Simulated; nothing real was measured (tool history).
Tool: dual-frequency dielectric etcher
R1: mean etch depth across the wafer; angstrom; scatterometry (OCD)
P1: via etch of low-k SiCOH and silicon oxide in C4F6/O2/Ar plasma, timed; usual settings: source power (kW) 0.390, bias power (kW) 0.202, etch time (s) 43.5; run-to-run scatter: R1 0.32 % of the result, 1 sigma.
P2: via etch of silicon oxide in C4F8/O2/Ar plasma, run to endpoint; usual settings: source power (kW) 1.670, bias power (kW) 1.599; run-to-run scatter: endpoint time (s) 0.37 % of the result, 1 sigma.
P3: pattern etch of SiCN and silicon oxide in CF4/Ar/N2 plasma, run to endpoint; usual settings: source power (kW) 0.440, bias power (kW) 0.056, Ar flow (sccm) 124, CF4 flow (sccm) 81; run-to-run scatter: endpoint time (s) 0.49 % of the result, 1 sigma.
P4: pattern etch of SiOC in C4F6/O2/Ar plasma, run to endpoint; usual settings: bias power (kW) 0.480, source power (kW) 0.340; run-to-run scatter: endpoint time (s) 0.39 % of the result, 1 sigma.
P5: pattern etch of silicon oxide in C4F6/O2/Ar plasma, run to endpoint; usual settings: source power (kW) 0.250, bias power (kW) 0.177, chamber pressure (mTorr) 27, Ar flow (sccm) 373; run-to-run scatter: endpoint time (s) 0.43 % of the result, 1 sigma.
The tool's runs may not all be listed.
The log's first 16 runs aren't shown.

run 17 hour=54.7 | process_that_ran=P1 source_power_(kW)=0.390 bias_power_(kW)=0.202 etch_time_(s)=65.0 | R1=1743.40
run 18 hour=56.8 | process_that_ran=P2 source_power_(kW)=1.670 bias_power_(kW)=1.599 | endpoint_time_(s)=289.170
run 19 hour=60.3 | process_that_ran=P5 source_power_(kW)=0.250 bias_power_(kW)=0.177 Ar_flow_(sccm)=373 chamber_pressure_(mTorr)=35 | endpoint_time_(s)=14.998
run 20 hour=62.9 | process_that_ran=P3 source_power_(kW)=0.440 bias_power_(kW)=0.056 Ar_flow_(sccm)=124 CF4_flow_(sccm)=81 | endpoint_time_(s)=15.533
run 21 hour=66.6 | process_that_ran=P1 source_power_(kW)=0.520 bias_power_(kW)=0.202 etch_time_(s)=43.5 | R1=1300.10
run 22 hour=69.9 | process_that_ran=P1 source_power_(kW)=0.490 bias_power_(kW)=0.264 etch_time_(s)=43.5 | R1=1393.10
run 23 hour=74.5 | process_that_ran=P1 source_power_(kW)=0.390 bias_power_(kW)=0.158 etch_time_(s)=43.5 | R1=1084.20
run 24 hour=78.0 | process_that_ran=P2 source_power_(kW)=1.670 bias_power_(kW)=2.250 | endpoint_time_(s)=261.580
run 25 hour=82.6 | process_that_ran=P1 source_power_(kW)=0.390 bias_power_(kW)=0.244 etch_time_(s)=43.5 | R1=1247.40
run 26 hour=86.3 | process_that_ran=P1 source_power_(kW)=0.390 bias_power_(kW)=0.202 etch_time_(s)=43.5 | R1=1164.10
run 27 hour=90.7 | process_that_ran=P3 source_power_(kW)=0.440 bias_power_(kW)=0.056 Ar_flow_(sccm)=157 CF4_flow_(sccm)=81 | endpoint_time_(s)=16.020
run 28 hour=94.8 | process_that_ran=P4 source_power_(kW)=0.340 bias_power_(kW)=0.289 | endpoint_time_(s)=14.180
run 29 hour=97.7 | process_that_ran=P1 source_power_(kW)=0.390 bias_power_(kW)=0.202 etch_time_(s)=43.5 | R1=1163.30
run 30 hour=101.9 | process_that_ran=P1 source_power_(kW)=0.390 bias_power_(kW)=0.202 etch_time_(s)=43.5 | R1=1159.30
run 31 hour=106.4 | process_that_ran=P1 source_power_(kW)=0.390 bias_power_(kW)=0.202 etch_time_(s)=43.5 | R1=1155.70
run 32 hour=109.5 | process_that_ran=P1 source_power_(kW)=0.390 bias_power_(kW)=0.202 etch_time_(s)=43.5 | R1=1157.60

Forecast run 33:
run 33 hour=111.9 | process_that_ran=P1 source_power_(kW)=0.390 bias_power_(kW)=0.202 etch_time_(s)=43.5 | R1=?

R1: 1153.70 angstrom
